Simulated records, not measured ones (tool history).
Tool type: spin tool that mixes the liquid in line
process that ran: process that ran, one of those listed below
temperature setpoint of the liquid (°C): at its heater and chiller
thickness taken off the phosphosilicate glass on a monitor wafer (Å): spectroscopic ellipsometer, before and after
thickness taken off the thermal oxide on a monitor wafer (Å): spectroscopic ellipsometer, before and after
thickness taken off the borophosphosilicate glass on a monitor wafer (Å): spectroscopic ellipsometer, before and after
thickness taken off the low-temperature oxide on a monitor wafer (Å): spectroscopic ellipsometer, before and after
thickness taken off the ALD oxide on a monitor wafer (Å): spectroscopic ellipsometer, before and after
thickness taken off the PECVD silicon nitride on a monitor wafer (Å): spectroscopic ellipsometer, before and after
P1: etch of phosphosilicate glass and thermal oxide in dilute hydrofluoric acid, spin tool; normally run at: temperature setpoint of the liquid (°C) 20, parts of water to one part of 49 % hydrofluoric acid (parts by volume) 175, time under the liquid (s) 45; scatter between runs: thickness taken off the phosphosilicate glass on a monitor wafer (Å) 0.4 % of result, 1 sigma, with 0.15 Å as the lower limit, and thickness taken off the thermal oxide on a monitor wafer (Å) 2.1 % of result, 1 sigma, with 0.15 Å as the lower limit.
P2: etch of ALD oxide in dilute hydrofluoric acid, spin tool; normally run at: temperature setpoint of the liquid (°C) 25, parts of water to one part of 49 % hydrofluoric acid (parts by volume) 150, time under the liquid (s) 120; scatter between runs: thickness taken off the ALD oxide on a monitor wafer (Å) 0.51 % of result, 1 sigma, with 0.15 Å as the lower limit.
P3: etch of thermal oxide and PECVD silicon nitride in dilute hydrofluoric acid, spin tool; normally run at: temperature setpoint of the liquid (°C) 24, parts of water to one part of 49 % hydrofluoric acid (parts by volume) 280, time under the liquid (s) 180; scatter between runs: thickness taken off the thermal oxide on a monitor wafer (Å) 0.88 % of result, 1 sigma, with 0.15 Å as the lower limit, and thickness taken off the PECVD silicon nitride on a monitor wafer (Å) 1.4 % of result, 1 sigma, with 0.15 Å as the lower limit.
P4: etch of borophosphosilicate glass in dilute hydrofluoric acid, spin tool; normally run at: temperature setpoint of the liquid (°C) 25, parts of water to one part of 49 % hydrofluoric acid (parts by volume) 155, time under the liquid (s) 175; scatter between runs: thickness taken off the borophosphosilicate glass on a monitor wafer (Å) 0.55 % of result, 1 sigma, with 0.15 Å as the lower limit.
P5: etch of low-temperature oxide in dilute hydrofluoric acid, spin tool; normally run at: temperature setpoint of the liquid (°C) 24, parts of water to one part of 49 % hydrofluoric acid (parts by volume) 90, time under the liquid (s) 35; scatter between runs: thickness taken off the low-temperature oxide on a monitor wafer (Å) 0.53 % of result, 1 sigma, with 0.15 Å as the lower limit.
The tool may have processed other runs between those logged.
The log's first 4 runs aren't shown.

run   hour  process that ran  temperature setpoint of the liquid (°C)  parts of water to one part of 49 % hydrofluoric acid (parts by volume)  time under the liquid (s)  thickness taken off the phosphosilicate glass on a monitor wafer (Å)  thickness taken off the thermal oxide on a monitor wafer (Å)  thickness taken off the borophosphosilicate glass on a monitor wafer (Å)  thickness taken off the low-temperature oxide on a monitor wafer (Å)  thickness taken off the ALD oxide on a monitor wafer (Å)  thickness taken off the PECVD silicon nitride on a monitor wafer (Å)
  5   46.5                P2                                       25                                                                     225                        120                                                                                                                                                                                                                                                                                                                                        87.817
  6   56.4                P2                                       25                                                                     150                        120                                                                                                                                                                                                                                                                                                                                        142.29
  7   62.9                P1                                       17                                                                     175                         45                                                                110.48                                                        8.7952
  8     77                P1                                       20                                                                     175                         45                                                                124.88                                                        9.4959
  9   84.1                P2                                       25                                                                     150                        120                                                                                                                                                                                                                                                                                                                                        143.64
 10   93.1                P1                                       20                                                                     175                         45                                                                124.64                                                         9.588
 11  101.7                P1                                       17                                                                     175                         20                                                                49.157                                                        3.7744
 12  114.3                P4                                       25                                                                     155                         15                                                                                                                                                                                                        37.135
 13  121.8                P2                                       17                                                                     150                        120                                                                                                                                                                                                                                                                                                                                        104.17
 14  131.3                P1                                       20                                                                     175                         45                                                                124.45                                                        9.8951
 15  138.7                P1                                       20                                                                     175                         45                                                                124.39                                                        9.8157
 16  145.6                P3                                     30.5                                                                     280                        180                                                                                                                              30.187                                                                                                                                                                                                                                                                          28.064
 17    155                P4                                       25                                                                     230                        175                                                                                                                                                                                                        269.79
 18  166.2                P3                                       24                                                                     280                        180                                                                                                                              24.459                                                                                                                                                                                                                                                                          18.395
 19  178.3                P5                                     28.5                                                                      90                         35                                                                                                                                                                                                                                                                              140.33
 20  186.9                P3                                       24                                                                     280                        180                                                                                                                              24.682                                                                                                                                                                                                                                                                          18.534
 21    197                P1                                       20                                                                     175                         45                                                                124.98                                                          9.73
 22  210.8                P5                                       24                                                                      90                         15                                                                                                                                                                                                                                                                               50.66

Forecast run 23:
 23  225.3                P1                                       20                                                                     175                         45                                                                     ?                                                             ?

{"run 23": {"thickness taken off the phosphosilicate glass on a monitor wafer (Å)": 124.93, "thickness taken off the thermal oxide on a monitor wafer (Å)": 9.5734}}
